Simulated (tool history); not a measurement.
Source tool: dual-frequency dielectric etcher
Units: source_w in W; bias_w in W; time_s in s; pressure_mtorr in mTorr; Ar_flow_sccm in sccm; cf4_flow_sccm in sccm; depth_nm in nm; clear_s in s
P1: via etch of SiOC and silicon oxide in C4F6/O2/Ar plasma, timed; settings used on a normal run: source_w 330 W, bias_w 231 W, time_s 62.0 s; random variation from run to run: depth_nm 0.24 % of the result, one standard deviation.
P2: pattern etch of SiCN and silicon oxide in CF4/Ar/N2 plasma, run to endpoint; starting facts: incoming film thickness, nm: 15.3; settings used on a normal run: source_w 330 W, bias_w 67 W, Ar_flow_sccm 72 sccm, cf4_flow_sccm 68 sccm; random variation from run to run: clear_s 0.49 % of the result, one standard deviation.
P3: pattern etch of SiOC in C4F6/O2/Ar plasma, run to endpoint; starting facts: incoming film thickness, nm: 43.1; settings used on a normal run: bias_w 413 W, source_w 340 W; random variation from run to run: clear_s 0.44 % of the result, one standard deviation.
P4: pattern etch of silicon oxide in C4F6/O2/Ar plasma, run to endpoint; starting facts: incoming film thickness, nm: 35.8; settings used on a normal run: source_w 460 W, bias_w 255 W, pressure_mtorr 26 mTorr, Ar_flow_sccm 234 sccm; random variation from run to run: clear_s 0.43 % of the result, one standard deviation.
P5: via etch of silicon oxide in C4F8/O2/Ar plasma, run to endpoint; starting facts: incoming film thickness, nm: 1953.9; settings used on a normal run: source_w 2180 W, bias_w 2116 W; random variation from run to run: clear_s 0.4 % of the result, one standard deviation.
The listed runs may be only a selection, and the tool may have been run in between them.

| run | hour | process | source_w | bias_w | time_s | pressure_mtorr | Ar_flow_sccm | cf4_flow_sccm | hours since the last wet clean | hours since the last source power generator calibration | hours since the last bias power generator calibration | depth_nm | clear_s |
|---|---|---|---|---|---|---|---|---|---|---|---|---|---|
| 1 | 4.4 | P1 | 330 | 231 | 62.0 |  |  |  | 268.9 | 717.4 | 1924.3 | 71.160 |  |
| 2 | 8.1 | P4 | 460 | 169 |  | 26 | 234 |  | 272.6 | 721.1 | 1928.0 |  | 10.6140 |
| 3 | 13.5 | P2 | 420 | 67 |  |  | 72 | 68 | 278.0 | 726.5 | 1933.4 |  | 18.2930 |
| 4 | 18.4 | P5 | 2180 | 2116 |  |  |  |  | 282.9 | 731.4 | 1938.3 |  | 349.8900 |
| 5 | 21.6 | P1 | 330 | 157 | 88.5 |  |  |  | 286.1 | 734.6 | 1941.5 | 89.140 |  |
| 6 | 24.7 | P2 | 330 | 67 |  |  | 72 | 68 | 289.2 | 737.7 | 1944.6 |  | 22.8950 |
| 7 | 28.8 | P4 | 330 | 255 |  | 26 | 234 |  | 293.3 | 741.8 | 1948.7 |  | 10.5730 |
| 8 | 32.6 | P3 | 340 | 258 |  |  |  |  | 297.1 | 745.6 | 1952.5 |  | 19.3670 |
| 9 | 38.2 | P3 | 340 | 413 |  |  |  |  | 302.7 | 751.2 | 1958.1 |  | 16.4160 |
| 10 | 44.0 | P1 | 330 | 231 | 62.0 |  |  |  | 308.5 | 757.0 | 1963.9 | 71.029 |  |
| 11 | 48.7 | P2 | 330 | 67 |  |  | 49 | 68 | 313.2 | 761.7 | 1968.6 |  | 21.9290 |
| 12 | 55.6 | P1 | 330 | 231 | 62.0 |  |  |  | 320.1 | 768.6 | 1975.5 | 70.931 |  |
| 13 | 59.6 | P4 | 460 | 255 |  | 26 | 234 |  | 324.1 | 772.6 | 1979.5 |  | 9.2017 |
| 14 | 63.6 | P4 | 460 | 255 |  | 26 | 234 |  | 328.1 | 776.6 | 1983.5 |  | 9.2612 |
| 15 | 68.2 | P1 | 450 | 231 | 62.0 |  |  |  | 332.7 | 781.2 | 1988.1 | 80.128 |  |
| 16 | 73.7 | P1 | 330 | 328 | 62.0 |  |  |  | 338.2 | 786.7 | 1993.6 | 80.338 |  |
| 17 | 80.4 | P5 | 2180 | 2116 |  |  |  |  | 344.9 | 793.4 | 2000.3 |  | 354.5400 |
| 18 | 83.9 | P1 | 240 | 231 | 62.0 |  |  |  | 348.4 | 796.9 | 2003.8 | 62.860 |  |
| 19 | 89.6 | P1 | 330 | 231 | 86.0 |  |  |  | 354.1 | 802.6 | 2009.5 | 98.599 |  |
| 20 | 95.4 | P5 | 1300 | 2116 |  |  |  |  | 359.9 | 808.4 | 2015.3 |  | 433.5600 |
| 21 | 101.8 | P2 | 330 | 67 |  |  | 72 | 89 | 366.3 | 814.8 | 2021.7 |  | 22.0890 |
| 22 | 105.0 | P1 | 330 | 231 | 37.5 |  |  |  | 369.5 | 818.0 | 2024.9 | 42.954 |  |
| 23 | 108.8 | P5 | 2180 | 2933 |  |  |  |  | 373.3 | 821.8 | 2028.7 |  | 319.6000 |
| 24 | 112.9 | P4 | 460 | 255 |  | 26 | 165 |  | 377.4 | 825.9 | 2032.8 |  | 8.8807 |
| 25 | 116.8 | P2 | 330 | 50 |  |  | 72 | 68 | 381.3 | 829.8 | 2036.7 |  | 25.1660 |
| 26 | 121.8 | P3 | 470 | 413 |  |  |  |  | 386.3 | 834.8 | 2041.7 |  | 14.5140 |
| 27 | 128.0 | P1 | 330 | 231 | 62.0 |  |  |  | 392.5 | 841.0 | 2047.9 | 71.230 |  |
| 28 | 133.8 | P4 | 460 | 255 |  | 33 | 234 |  | 398.3 | 846.8 | 2053.7 |  | 9.5040 |
| 29 | 137.0 | P1 | 330 | 153 | 62.0 |  |  |  | 401.5 | 850.0 | 2056.9 | 62.131 |  |
| 30 | 140.3 | P1 | 330 | 231 | 62.0 |  |  |  | 404.8 | 853.3 | 2060.2 | 71.254 |  |
| 31 | 147.4 | P1 | 330 | 231 | 62.0 |  |  |  | 411.9 | 860.4 | 2067.3 | 70.430 |  |
|  | 151.3 | wet clean of the chamber |
| 32 | 153.1 | P1 | 330 | 231 | 62.0 |  |  |  | 1.8 | 866.1 | 2073.0 | 70.196 |  |
| 33 | 157.4 | P1 | 330 | 231 | 62.0 |  |  |  | 6.1 | 870.4 | 2077.3 | 69.762 |  |
| 34 | 161.0 | P1 | 330 | 231 | 62.0 |  |  |  | 9.7 | 874.0 | 2080.9 | 70.170 |  |
| 35 | 164.3 | P1 | 330 | 231 | 62.0 |  |  |  | 13.0 | 877.3 | 2084.2 | 70.002 |  |
| 36 | 171.0 | P1 | 330 | 231 | 62.0 |  |  |  | 19.7 | 884.0 | 2090.9 | 69.890 |  |

The output of P1 has drifted from where it used to be. Each of the 2 causes below, taken at the size shown beside it, accounts for the log equally well:
A: bias power that arrives under what is set, % = 4.36
B: source power that arrives under what is set, % = 3.92
The creep began at about hour 140.3.
All other causes, with the reason each is excluded:
chamber walls in a state that lowers the etch rate, %: serviced after onset, at hour 151.3, with no recovery of the prior output

The 4 check runs listed below each average the results of 3 wafers, and their outcomes are marked with question marks. Under which run would the listed causes produce clearly different results?
| check 1 | 177.7 | P4 | 350 | 255 |  | 26 | 234 |  |  |  |  |  | ? |
| check 2 | 177.7 | P5 | 1690 | 2499 |  |  |  |  |  |  |  |  | ? |
| check 3 | 177.7 | P2 | 330 | 67 |  |  | 52 | 68 |  |  |  |  | ? |
| check 4 | 177.7 | P3 | 460 | 268 |  |  |  |  |  |  |  |  | ? |

If the cause were each of the candidates in turn, the checks would give the following:
| check | result | if A | if B |
|---|---|---|---|
| check 1 | clear_s | 10.4310 | 10.4320 |
| check 2 | clear_s | 376.4100 | 377.2600 |
| check 3 | clear_s | 22.2310 | 22.7200 |
| check 4 | clear_s | 17.3240 | 17.3310 |
How far apart the two closest causes lie, in the result that separates them most: check 1 0 %; check 2 0.22 %; check 3 2.18 %; check 4 0.04 %
Check 3 tells the causes apart: in the others they would give nearly the same result.

Check 3 was carried out, with these results: clear_s 22.8140 s. Which of the listed causes is responsible?

Of the candidate causes, it is B: source power that arrives under what is set, %.

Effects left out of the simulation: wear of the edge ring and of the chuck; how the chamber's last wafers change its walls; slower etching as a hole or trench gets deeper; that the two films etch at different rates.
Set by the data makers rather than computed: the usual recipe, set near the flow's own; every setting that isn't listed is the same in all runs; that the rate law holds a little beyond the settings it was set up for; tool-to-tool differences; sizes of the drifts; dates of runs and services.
